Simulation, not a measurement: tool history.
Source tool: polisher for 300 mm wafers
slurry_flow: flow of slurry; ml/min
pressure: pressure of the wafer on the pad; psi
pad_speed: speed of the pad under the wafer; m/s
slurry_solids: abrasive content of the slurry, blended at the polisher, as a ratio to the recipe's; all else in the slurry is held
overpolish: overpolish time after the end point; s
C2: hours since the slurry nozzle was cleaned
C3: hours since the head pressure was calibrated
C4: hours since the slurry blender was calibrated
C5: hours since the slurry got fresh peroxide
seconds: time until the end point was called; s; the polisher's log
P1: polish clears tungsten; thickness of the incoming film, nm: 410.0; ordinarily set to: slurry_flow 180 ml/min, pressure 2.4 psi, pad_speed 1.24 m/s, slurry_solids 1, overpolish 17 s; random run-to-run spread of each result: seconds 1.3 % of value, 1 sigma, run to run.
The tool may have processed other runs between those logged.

{"run": 1, "hour": 14.3, "slurry_flow": 180, "pressure": 2.4, "pad_speed": 1.24, "slurry_solids": 1, "overpolish": 17, "wafers polished on this pad": 200, "C2": 201.3, "C3": 444.7, "C4": 235.8, "C5": 81.7, "seconds": 115.01}
{"run": 2, "hour": 31.5, "slurry_flow": 180, "pressure": 2.4, "pad_speed": 1.24, "slurry_solids": 1, "overpolish": 17, "wafers polished on this pad": 296, "C2": 218.5, "C3": 461.9, "C4": 253, "C5": 98.9, "seconds": 115.77}
{"run": 3, "hour": 44.7, "slurry_flow": 180, "pressure": 2.4, "pad_speed": 1.24, "slurry_solids": 0.65, "overpolish": 17, "wafers polished on this pad": 369, "C2": 231.7, "C3": 475.1, "C4": 266.2, "C5": 112.1, "seconds": 128.99}
{"run": 4, "hour": 58.2, "slurry_flow": 255, "pressure": 2.4, "pad_speed": 1.24, "slurry_solids": 1, "overpolish": 17, "wafers polished on this pad": 444, "C2": 245.2, "C3": 488.6, "C4": 279.7, "C5": 125.6, "seconds": 110.95}
{"run": 5, "hour": 75.4, "slurry_flow": 180, "pressure": 2.4, "pad_speed": 1.24, "slurry_solids": 1, "overpolish": 17, "wafers polished on this pad": 540, "C2": 262.4, "C3": 505.8, "C4": 296.9, "C5": 142.8, "seconds": 116.04}
{"run": 6, "hour": 89.4, "slurry_flow": 180, "pressure": 2.4, "pad_speed": 1.24, "slurry_solids": 1, "overpolish": 5, "wafers polished on this pad": 617, "C2": 276.4, "C3": 519.8, "C4": 310.9, "C5": 156.8, "seconds": 115.45}
{"run": 7, "hour": 104.7, "slurry_flow": 180, "pressure": 2.4, "pad_speed": 1.24, "slurry_solids": 1, "overpolish": 17, "wafers polished on this pad": 702, "C2": 291.7, "C3": 535.1, "C4": 326.2, "C5": 172.1, "seconds": 117.33}
{"run": 8, "hour": 121.6, "slurry_flow": 110, "pressure": 2.4, "pad_speed": 1.24, "slurry_solids": 1, "overpolish": 17, "wafers polished on this pad": 796, "C2": 308.6, "C3": 552, "C4": 343.1, "C5": 189, "seconds": 127.11}
{"run": 9, "hour": 136.2, "slurry_flow": 180, "pressure": 2.4, "pad_speed": 1.24, "slurry_solids": 1.4, "overpolish": 17, "wafers polished on this pad": 878, "C2": 323.2, "C3": 566.6, "C4": 357.7, "C5": 203.6, "seconds": 106.9}
{"run": 10, "hour": 152.3, "slurry_flow": 180, "pressure": 2.4, "pad_speed": 1.24, "slurry_solids": 1, "overpolish": 31, "wafers polished on this pad": 967, "C2": 339.3, "C3": 582.7, "C4": 373.8, "C5": 219.7, "seconds": 116.79}
{"run": 11, "hour": 161.2, "slurry_flow": 180, "pressure": 3.2, "pad_speed": 1.24, "slurry_solids": 1, "overpolish": 17, "wafers polished on this pad": 1017, "C2": 348.2, "C3": 591.6, "C4": 382.7, "C5": 228.6, "seconds": 87.617}
{"run": 12, "hour": 175.7, "slurry_flow": 180, "pressure": 2.4, "pad_speed": 1.24, "slurry_solids": 1, "overpolish": 17, "wafers polished on this pad": 1097, "C2": 362.7, "C3": 606.1, "C4": 397.2, "C5": 243.1, "seconds": 113.93}
{"run": 13, "hour": 193.0, "slurry_flow": 180, "pressure": 2.4, "pad_speed": 1.74, "slurry_solids": 1, "overpolish": 31, "wafers polished on this pad": 1193, "C2": 380, "C3": 623.4, "C4": 414.5, "C5": 260.4, "seconds": 84.552}
{"run": 14, "hour": 210.4, "slurry_flow": 180, "pressure": 2.4, "pad_speed": 1.72, "slurry_solids": 1, "overpolish": 17, "wafers polished on this pad": 1290, "C2": 397.4, "C3": 640.8, "C4": 431.9, "C5": 277.8, "seconds": 83.463}
{"run": 15, "hour": 222.9, "slurry_flow": 180, "pressure": 2.4, "pad_speed": 0.6, "slurry_solids": 1, "overpolish": 17, "wafers polished on this pad": 1360, "C2": 409.9, "C3": 653.3, "C4": 444.4, "C5": 290.3, "seconds": 245.72}
{"run": 16, "hour": 234.2, "slurry_flow": 180, "pressure": 2.4, "pad_speed": 1.24, "slurry_solids": 1, "overpolish": 17, "wafers polished on this pad": 1422, "C2": 421.2, "C3": 664.6, "C4": 455.7, "C5": 301.6, "seconds": 117.57}
{"run": 17, "hour": 249.7, "slurry_flow": 180, "pressure": 1.4, "pad_speed": 1.24, "slurry_solids": 1, "overpolish": 17, "wafers polished on this pad": 1509, "C2": 436.7, "C3": 680.1, "C4": 471.2, "C5": 317.1, "seconds": 202.82}
{"run": 18, "hour": 258.6, "slurry_flow": 180, "pressure": 2.4, "pad_speed": 1.24, "slurry_solids": 1, "overpolish": 17, "wafers polished on this pad": 1558, "C2": 445.6, "C3": 689, "C4": 480.1, "C5": 326, "seconds": 117.24}
{"run": 19, "hour": 268.9, "slurry_flow": 180, "pressure": 2.4, "pad_speed": 1.24, "slurry_solids": 1, "overpolish": 17, "wafers polished on this pad": 1615, "C2": 455.9, "C3": 699.3, "C4": 490.4, "C5": 336.3, "seconds": 115.93}
{"run": 20, "hour": 286.5, "slurry_flow": 180, "pressure": 2.4, "pad_speed": 1.24, "slurry_solids": 1, "overpolish": 17, "wafers polished on this pad": 1713, "C2": 473.5, "C3": 716.9, "C4": 508, "C5": 353.9, "seconds": 120.43}
{"run": 21, "hour": 305.1, "slurry_flow": 180, "pressure": 2.4, "pad_speed": 1.24, "slurry_solids": 1, "overpolish": 17, "wafers polished on this pad": 1816, "C2": 492.1, "C3": 735.5, "C4": 526.6, "C5": 372.5, "seconds": 120.58}
{"run": 22, "hour": 318.0, "slurry_flow": 180, "pressure": 2.4, "pad_speed": 1.24, "slurry_solids": 1, "overpolish": 17, "wafers polished on this pad": 1888, "C2": 505, "C3": 748.4, "C4": 539.5, "C5": 385.4, "seconds": 123.87}
{"run": 23, "hour": 327.9, "slurry_flow": 180, "pressure": 2.4, "pad_speed": 1.24, "slurry_solids": 1, "overpolish": 17, "wafers polished on this pad": 1943, "C2": 514.9, "C3": 758.3, "C4": 549.4, "C5": 395.3, "seconds": 124.72}
{"hour": 328.4, "done": "slurry tank refilled with fresh slurry and peroxide"}
{"hour": 336.3, "done": "head pressure recalibrated"}
{"run": 24, "hour": 345.3, "slurry_flow": 180, "pressure": 2.4, "pad_speed": 1.24, "slurry_solids": 1, "overpolish": 17, "wafers polished on this pad": 2040, "C2": 532.3, "C3": 9, "C4": 566.8, "C5": 16.9, "seconds": 124.82}
{"hour": 347.8, "done": "slurry blender recalibrated"}
{"run": 25, "hour": 358.6, "slurry_flow": 180, "pressure": 2.4, "pad_speed": 1.24, "slurry_solids": 1, "overpolish": 17, "wafers polished on this pad": 2114, "C2": 545.6, "C3": 22.3, "C4": 10.8, "C5": 30.2, "seconds": 125.99}
{"run": 26, "hour": 377.0, "slurry_flow": 180, "pressure": 2.4, "pad_speed": 1.24, "slurry_solids": 1, "overpolish": 17, "wafers polished on this pad": 2216, "C2": 564, "C3": 40.7, "C4": 29.2, "C5": 48.6, "seconds": 125.97}
{"run": 27, "hour": 390.9, "slurry_flow": 180, "pressure": 2.4, "pad_speed": 1.24, "slurry_solids": 1, "overpolish": 17, "wafers polished on this pad": 2293, "C2": 577.9, "C3": 54.6, "C4": 43.1, "C5": 62.5, "seconds": 128.96}

Something has made what P1 gives creep away from where it was; the 2 causes below, each at its own stated size, fit the log equally well:
A: removal rate lost through wear of the pad, % = 7.39
B: slurry flow missing at the pad, % = 34.7
The drift started at roughly hour 268.9.
Each remaining cause and why it is not a fit:
head's pressure below its setpoint, %: maintenance at hour 336.3, after the shift began, did not return the process to its former output
abrasive missing from the slurry, %: maintenance at hour 347.8, after the shift began, did not return the process to its former output
peroxide lost from the slurry, %: maintenance at hour 328.4, after the shift began, did not return the process to its former output

Of the 4 check runs below, each run on 5 wafers with the results averaged and each result still a question mark, which one would tell the listed causes apart?
{"run": "check 1", "hour": 404.8, "slurry_flow": 110, "pressure": 3.2, "pad_speed": 1.24, "slurry_solids": 1, "overpolish": 17, "seconds": "?"}
{"run": "check 2", "hour": 404.8, "slurry_flow": 180, "pressure": 2.4, "pad_speed": 0.92, "slurry_solids": 1, "overpolish": 17, "seconds": "?"}
{"run": "check 3", "hour": 404.8, "slurry_flow": 180, "pressure": 2.9, "pad_speed": 1.24, "slurry_solids": 1, "overpolish": 27, "seconds": "?"}
{"run": "check 4", "hour": 404.8, "slurry_flow": 180, "pressure": 2.4, "pad_speed": 1.24, "slurry_solids": 1, "overpolish": 6, "seconds": "?"}

If the cause were each of the candidates in turn, the checks would give the following:
check=check_1 result=seconds if_A=103.86 if_B=108.33
check=check_2 result=seconds if_A=170.34 if_B=170.31
check=check_3 result=seconds if_A=104.59 if_B=104.57
check=check_4 result=seconds if_A=126.38 if_B=126.36
Minimum pairwise separation of causes per check, each pair taken at its best-separating result: check 1 4.21 %; check 2 0.02 %; check 3 0.02 %; check 4 0.02 %
The other checks would show nearly matching results whichever cause is true, so check 1 is the only one that separates the causes.

Check 1 was then run and gave: seconds 104.67 s. Which cause is it?

The cause is A: removal rate lost through wear of the pad, %.
